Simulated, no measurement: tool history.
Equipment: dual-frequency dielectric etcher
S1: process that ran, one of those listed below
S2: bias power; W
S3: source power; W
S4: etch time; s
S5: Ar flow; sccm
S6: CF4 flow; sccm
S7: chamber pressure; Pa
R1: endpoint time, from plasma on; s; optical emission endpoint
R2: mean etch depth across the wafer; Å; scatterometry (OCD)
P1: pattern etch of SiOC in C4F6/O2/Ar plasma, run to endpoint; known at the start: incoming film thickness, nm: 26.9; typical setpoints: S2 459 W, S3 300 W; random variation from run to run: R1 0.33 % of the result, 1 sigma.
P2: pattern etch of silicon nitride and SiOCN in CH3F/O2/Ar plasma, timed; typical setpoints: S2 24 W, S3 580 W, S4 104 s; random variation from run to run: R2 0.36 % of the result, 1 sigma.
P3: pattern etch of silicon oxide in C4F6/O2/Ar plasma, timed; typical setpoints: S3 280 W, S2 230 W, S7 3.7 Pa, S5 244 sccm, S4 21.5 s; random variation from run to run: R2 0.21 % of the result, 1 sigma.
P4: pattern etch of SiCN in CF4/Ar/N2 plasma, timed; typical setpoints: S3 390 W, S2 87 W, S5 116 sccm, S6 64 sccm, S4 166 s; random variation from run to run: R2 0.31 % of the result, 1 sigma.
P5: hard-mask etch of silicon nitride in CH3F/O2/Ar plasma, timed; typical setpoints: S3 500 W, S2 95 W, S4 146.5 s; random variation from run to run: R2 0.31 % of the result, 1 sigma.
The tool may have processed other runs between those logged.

run	day	S1	S2	S3	S4	S5	S6	S7	R1	R2
1	0.471	P1	459	300					10.245	
2	0.85	P5	95	500	146.5					1245.2
3	1.167	P4	87	390	166	156	64			1267.6
4	1.617	P1	459	300					10.27	
5	2.242	P4	87	510	166	116	64			1664.2
6	2.617	P4	87	390	166	116	64			1317.6
7	3.262	P3	230	280	21.5	244		5.2		623.95
8	3.608	P3	172	280	21.5	244		3.7		588.18
9	4.108	P5	95	500	146.5					1244.8
10	4.667	P5	95	320	146.5					1053.3
# day 4.892: wet clean of the chamber
11	4.996	P5	95	500	207					1753
12	5.7	P4	87	390	122.5	116	64			978.79
13	6.204	P1	459	390					9.2613	
14	6.804	P3	230	170	21.5	244		3.7		539.1
15	7.138	P2	24	360	104					140.66
16	7.554	P2	16	580	104					139.77
17	8.246	P1	588	300					9.3829	
18	8.771	P1	459	170					12.639	
19	9.35	P3	230	280	28	244		3.7		846.98
20	9.804	P3	230	280	21.5	244		3.7		649.31
21	10.233	P1	459	300					10.168	
22	10.7	P1	459	300					10.26	
23	11.088	P3	230	280	21.5	164		3.7		678.95
24	11.592	P2	24	580	77.5					122.45
25	11.954	P1	316	300					11.754	
26	12.425	P2	24	580	104					165.34
27	12.996	P1	459	300					10.266	
28	13.633	P5	73	500	146.5					1130.8
29	14.3	P1	568	240					10.219	
30	14.767	P4	87	390	166	116	50			1270
31	15.246	P2	24	580	104					164.97
32	15.567	P4	51	390	166	116	64			1087
33	16.029	P1	459	300					10.242	
34	16.662	P1	459	300					10.223	
35	17.008	P1	459	300					10.156	
36	17.508	P1	459	300					10.154	
37	17.846	P1	459	300					10.08	

What will run 38 give?
38	18.517	P1	459	300					?	

R1: 10.056 s
